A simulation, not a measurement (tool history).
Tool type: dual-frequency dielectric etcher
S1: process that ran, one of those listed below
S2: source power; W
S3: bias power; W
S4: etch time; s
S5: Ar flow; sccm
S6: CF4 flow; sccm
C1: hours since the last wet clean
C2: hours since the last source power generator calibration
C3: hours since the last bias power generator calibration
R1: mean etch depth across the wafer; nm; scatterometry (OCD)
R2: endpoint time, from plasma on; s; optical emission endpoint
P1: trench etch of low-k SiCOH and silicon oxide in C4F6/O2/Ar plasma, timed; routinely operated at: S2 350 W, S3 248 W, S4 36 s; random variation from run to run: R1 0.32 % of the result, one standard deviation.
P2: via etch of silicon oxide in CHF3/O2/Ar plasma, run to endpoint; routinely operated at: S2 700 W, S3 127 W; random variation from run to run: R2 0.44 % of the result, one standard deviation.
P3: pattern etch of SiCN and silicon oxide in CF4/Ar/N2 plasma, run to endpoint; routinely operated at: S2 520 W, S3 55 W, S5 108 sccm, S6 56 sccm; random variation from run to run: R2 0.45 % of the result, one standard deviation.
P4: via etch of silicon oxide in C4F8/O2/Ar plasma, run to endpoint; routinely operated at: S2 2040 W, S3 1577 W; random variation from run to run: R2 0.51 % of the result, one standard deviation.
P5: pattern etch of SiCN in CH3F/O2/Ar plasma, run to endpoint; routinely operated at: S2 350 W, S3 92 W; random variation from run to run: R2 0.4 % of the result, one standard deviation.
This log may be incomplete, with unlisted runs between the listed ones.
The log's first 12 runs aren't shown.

run	day	S1	S2	S3	S4	S5	S6	C1	C2	C3	R1	R2
13	4.196	P4	2040	1577				347.5	3200.8	1023.3		251.64
14	4.554	P5	350	56				356.1	3209.4	1031.9		29.993
15	4.917	P1	350	248	36			364.8	3218.1	1040.6	124.75	
16	5.3	P3	520	55		108	56	374	3227.3	1049.8		11.582
17	5.575	P4	2040	999				380.6	3233.9	1056.4		280.27
18	5.867	P1	350	248	53			387.6	3240.9	1063.4	184.41	
19	6.075	P3	520	55		141	56	392.6	3245.9	1068.4		12.141
20	6.462	P1	350	248	28			401.9	3255.2	1077.7	97.786	
21	6.879	P1	460	248	36			411.9	3265.2	1087.7	138.41	
22	7.158	P2	700	127				418.6	3271.9	1094.4		238.17
23	7.575	P1	260	248	26			428.6	3281.9	1104.4	80.748	
24	7.946	P1	280	248	36			437.5	3290.8	1113.3	114.94	
25	8.375	P3	520	55		108	56	447.8	3301.1	1123.6		11.557
26	8.821	P5	440	92				458.5	3311.8	1134.3		23.019
27	9.242	P2	700	127				468.6	3321.9	1144.4		238.09
28	9.488	P1	410	248	26			474.5	3327.8	1150.3	96.648	
29	9.721	P1	350	330	36			480.1	3333.4	1155.9	137.95	
30	10.083	P2	440	127				488.8	3342.1	1164.6		286.98

Run 31, settings as shown, results not yet in. Your forecast:
31	10.467	P1	350	248	36			498	3351.3	1173.8	?	

For run 31 the tool returned R1 125.39 nm.
